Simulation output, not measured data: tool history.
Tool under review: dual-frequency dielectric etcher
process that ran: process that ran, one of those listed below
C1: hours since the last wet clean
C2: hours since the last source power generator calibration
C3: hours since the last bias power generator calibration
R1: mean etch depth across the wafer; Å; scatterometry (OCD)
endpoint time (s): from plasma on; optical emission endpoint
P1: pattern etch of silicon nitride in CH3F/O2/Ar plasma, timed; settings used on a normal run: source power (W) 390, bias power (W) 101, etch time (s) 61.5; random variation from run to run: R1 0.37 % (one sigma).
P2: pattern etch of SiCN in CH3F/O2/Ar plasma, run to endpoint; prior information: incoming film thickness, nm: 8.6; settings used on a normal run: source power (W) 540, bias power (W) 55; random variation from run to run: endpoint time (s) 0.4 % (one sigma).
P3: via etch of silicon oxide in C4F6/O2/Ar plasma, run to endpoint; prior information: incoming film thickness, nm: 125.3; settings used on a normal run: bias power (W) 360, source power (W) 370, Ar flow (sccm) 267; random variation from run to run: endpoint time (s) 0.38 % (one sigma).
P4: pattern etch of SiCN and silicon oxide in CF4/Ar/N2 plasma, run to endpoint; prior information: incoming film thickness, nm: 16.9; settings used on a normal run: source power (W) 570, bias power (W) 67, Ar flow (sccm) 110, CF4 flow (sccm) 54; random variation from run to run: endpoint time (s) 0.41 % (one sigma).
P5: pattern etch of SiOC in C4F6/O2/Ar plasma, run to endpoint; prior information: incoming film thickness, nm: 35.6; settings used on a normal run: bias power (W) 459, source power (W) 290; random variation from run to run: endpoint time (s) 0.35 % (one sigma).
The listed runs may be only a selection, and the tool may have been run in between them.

Run 1, hour 8.8: process that ran P1, source power (W) 390, bias power (W) 101, etch time (s) 61.5; C1 204.2; C2 717.1; C3 1068.1. Result: R1 489.75 Å.
Run 2, hour 19: process that ran P1, source power (W) 390, bias power (W) 101, etch time (s) 61.5; C1 214.4; C2 727.3; C3 1078.3. Result: R1 487.48 Å.
Run 3, hour 27.5: process that ran P1, source power (W) 390, bias power (W) 101, etch time (s) 89; C1 222.9; C2 735.8; C3 1086.8. Result: R1 704.16 Å.
Run 4, hour 37.5: process that ran P1, source power (W) 390, bias power (W) 101, etch time (s) 61.5; C1 232.9; C2 745.8; C3 1096.8. Result: R1 486.93 Å.
Run 5, hour 49.4: process that ran P3, source power (W) 370, bias power (W) 360, Ar flow (sccm) 267; C1 244.8; C2 757.7; C3 1108.7. Result: endpoint time (s) 31.471.
Run 6, hour 65.5: process that ran P5, source power (W) 290, bias power (W) 640; C1 260.9; C2 773.8; C3 1124.8. Result: endpoint time (s) 12.238.
Run 7, hour 82.5: process that ran P2, source power (W) 540, bias power (W) 70; C1 277.9; C2 790.8; C3 1141.8. Result: endpoint time (s) 20.25.
Run 8, hour 93.9: process that ran P1, source power (W) 390, bias power (W) 101, etch time (s) 61.5; C1 289.3; C2 802.2; C3 1153.2. Result: R1 484.99 Å.
At hour 105: source power generator calibrated.
Run 9, hour 107.9: process that ran P5, source power (W) 230, bias power (W) 459; C1 303.3; C2 3; C3 1167.2. Result: endpoint time (s) 15.239.
Run 10, hour 120.2: process that ran P4, source power (W) 570, bias power (W) 67, Ar flow (sccm) 110, CF4 flow (sccm) 54; C1 315.6; C2 15.3; C3 1179.5. Result: endpoint time (s) 17.993.
Run 11, hour 135.8: process that ran P1, source power (W) 510, bias power (W) 101, etch time (s) 61.5; C1 331.2; C2 30.9; C3 1195.1. Result: R1 537.76 Å.
Run 12, hour 145.4: process that ran P1, source power (W) 390, bias power (W) 137, etch time (s) 48; C1 340.8; C2 40.5; C3 1204.7. Result: R1 426.98 Å.
Run 13, hour 159.5: process that ran P5, source power (W) 290, bias power (W) 459; C1 354.9; C2 54.6; C3 1218.8. Result: endpoint time (s) 13.92.
Run 14, hour 176.1: process that ran P1, source power (W) 390, bias power (W) 120, etch time (s) 61.5; C1 371.5; C2 71.2; C3 1235.4. Result: R1 517 Å.
Run 15, hour 192.6: process that ran P4, source power (W) 570, bias power (W) 67, Ar flow (sccm) 67, CF4 flow (sccm) 54; C1 388; C2 87.7; C3 1251.9. Result: endpoint time (s) 16.506.
Run 16, hour 206.8: process that ran P1, source power (W) 390, bias power (W) 101, etch time (s) 34.5; C1 402.2; C2 101.9; C3 1266.1. Result: R1 272.06 Å.
Run 17, hour 221.6: process that ran P2, source power (W) 720, bias power (W) 55; C1 417; C2 116.7; C3 1280.9. Result: endpoint time (s) 19.549.
Run 18, hour 238.6: process that ran P1, source power (W) 390, bias power (W) 101, etch time (s) 61.5; C1 434; C2 133.7; C3 1297.9. Result: R1 486.44 Å.
Run 19, hour 251.1: process that ran P1, source power (W) 300, bias power (W) 70, etch time (s) 61.5; C1 446.5; C2 146.2; C3 1310.4. Result: R1 386.05 Å.
Run 20, hour 258.9: process that ran P3, source power (W) 300, bias power (W) 360, Ar flow (sccm) 267; C1 454.3; C2 154; C3 1318.2. Result: endpoint time (s) 33.932.
At hour 267.5: wet clean of the chamber.
Run 21, hour 275.8: process that ran P5, source power (W) 290, bias power (W) 459; C1 8.4; C2 170.9; C3 1335.1. Result: endpoint time (s) 13.885.
Run 22, hour 288.8: process that ran P3, source power (W) 370, bias power (W) 273, Ar flow (sccm) 267; C1 21.4; C2 183.9; C3 1348.1. Result: endpoint time (s) 34.568.
Run 23, hour 303.3: process that ran P3, source power (W) 370, bias power (W) 360, Ar flow (sccm) 267; C1 35.9; C2 198.4; C3 1362.6. Result: endpoint time (s) 31.398.
Run 24, hour 315.6: process that ran P2, source power (W) 540, bias power (W) 55; C1 48.2; C2 210.7; C3 1374.9. Result: endpoint time (s) 21.871.
Run 25, hour 323.4: process that ran P4, source power (W) 570, bias power (W) 67, Ar flow (sccm) 110, CF4 flow (sccm) 35; C1 56; C2 218.5; C3 1382.7. Result: endpoint time (s) 19.48.
Run 26, hour 336.8: process that ran P1, source power (W) 390, bias power (W) 101, etch time (s) 61.5; C1 69.4; C2 231.9; C3 1396.1. Result: R1 484.19 Å.
Run 27, hour 346.1: process that ran P4, source power (W) 570, bias power (W) 83, Ar flow (sccm) 110, CF4 flow (sccm) 54; C1 78.7; C2 241.2; C3 1405.4. Result: endpoint time (s) 16.725.
Run 28, hour 362: process that ran P1, source power (W) 390, bias power (W) 62, etch time (s) 61.5; C1 94.6; C2 257.1; C3 1421.3. Result: R1 408.52 Å.
Run 29, hour 378.2: process that ran P4, source power (W) 720, bias power (W) 67, Ar flow (sccm) 110, CF4 flow (sccm) 54; C1 110.8; C2 273.3; C3 1437.5. Result: endpoint time (s) 14.682.
Run 30, hour 395.1: process that ran P1, source power (W) 280, bias power (W) 101, etch time (s) 61.5; C1 127.7; C2 290.2; C3 1454.4. Result: R1 429.87 Å.
Run 31, hour 408.1: process that ran P3, source power (W) 370, bias power (W) 360, Ar flow (sccm) 336; C1 140.7; C2 303.2; C3 1467.4. Result: endpoint time (s) 32.15.
Run 32, hour 418.6: process that ran P4, source power (W) 570, bias power (W) 67, Ar flow (sccm) 110, CF4 flow (sccm) 54; C1 151.2; C2 313.7; C3 1477.9. Result: endpoint time (s) 17.971.
Run 33, hour 432: process that ran P1, source power (W) 390, bias power (W) 101, etch time (s) 61.5; C1 164.6; C2 327.1; C3 1491.3. Result: R1 485.77 Å.
Run 34, hour 446.3: process that ran P1, source power (W) 390, bias power (W) 101, etch time (s) 61.5; C1 178.9; C2 341.4; C3 1505.6. Result: R1 482.36 Å.
Run 35, hour 455.7: process that ran P1, source power (W) 390, bias power (W) 101, etch time (s) 61.5; C1 188.3; C2 350.8; C3 1515. Result: R1 480.89 Å.
Run 36, hour 466.8: process that ran P1, source power (W) 390, bias power (W) 101, etch time (s) 61.5; C1 199.4; C2 361.9; C3 1526.1. Result: R1 481.14 Å.
Run 37, hour 478: process that ran P1, source power (W) 390, bias power (W) 101, etch time (s) 61.5; C1 210.6; C2 373.1; C3 1537.3. Result: R1 477.31 Å.
At hour 493.4: wet clean of the chamber.
Run 38, hour 493.5: process that ran P1, source power (W) 390, bias power (W) 101, etch time (s) 61.5; C1 0.1; C2 388.6; C3 1552.8. Result: R1 477.43 Å.
Run 39, hour 504.5: process that ran P1, source power (W) 390, bias power (W) 101, etch time (s) 61.5; C1 11.1; C2 399.6; C3 1563.8. Result: R1 478.94 Å.
Run 40, hour 515.8: process that ran P1, source power (W) 390, bias power (W) 101, etch time (s) 61.5; C1 22.4; C2 410.9; C3 1575.1. Result: R1 475.18 Å.
Run 41, hour 524.9: process that ran P1, source power (W) 390, bias power (W) 101, etch time (s) 61.5; C1 31.5; C2 420; C3 1584.2. Result: R1 476.13 Å.
Run 42, hour 539.2: process that ran P1, source power (W) 390, bias power (W) 101, etch time (s) 61.5; C1 45.8; C2 434.3; C3 1598.5. Result: R1 475.14 Å.
Run 43, hour 554.1: process that ran P1, source power (W) 390, bias power (W) 101, etch time (s) 61.5; C1 60.7; C2 449.2; C3 1613.4. Result: R1 475.92 Å.

What P1 gives has crept away from where it was. These 2 causes fit the log equally well, each at the size given:
A: bias power that arrives under what is set, % = 4.91
B: source power that arrives under what is set, % = 4.85
The gradual shift began around hour 432.
Why every other cause is out:
chamber walls in a state that lowers the etch rate, %: was serviced at hour 493.4, once the creep was under way, yet the earlier output never came back

Which of the 4 check runs listed below, each an average over 2 wafers with its results shown as question marks, gives clearly different results under the different listed causes?
Run check 1, hour 569: process that ran P3, source power (W) 370, bias power (W) 360, Ar flow (sccm) 267. Result: endpoint time (s) ?.
Run check 2, hour 569: process that ran P4, source power (W) 570, bias power (W) 67, Ar flow (sccm) 110, CF4 flow (sccm) 54. Result: endpoint time (s) ?.
Run check 3, hour 569: process that ran P2, source power (W) 540, bias power (W) 55. Result: endpoint time (s) ?.
Run check 4, hour 569: process that ran P5, source power (W) 290, bias power (W) 459. Result: endpoint time (s) ?.

How each check would come out, cause by cause:
  check             result    if A    if B
check 1  endpoint time (s)  32.001  32.023
check 2  endpoint time (s)  18.324  18.815
check 3  endpoint time (s)  22.263  22.331
check 4  endpoint time (s)  14.129  14.123
Distance between the nearest two causes, measured in the result of the check that separates them most: check 1 0.07 %; check 2 2.64 %; check 3 0.3 %; check 4 0.05 %
Check 2 tells the causes apart: in the others they would give nearly the same result.

Check 2 was carried out, with these results: endpoint time (s) 18.8. Which of the listed causes is responsible?

B is the cause: source power that arrives under what is set, %.

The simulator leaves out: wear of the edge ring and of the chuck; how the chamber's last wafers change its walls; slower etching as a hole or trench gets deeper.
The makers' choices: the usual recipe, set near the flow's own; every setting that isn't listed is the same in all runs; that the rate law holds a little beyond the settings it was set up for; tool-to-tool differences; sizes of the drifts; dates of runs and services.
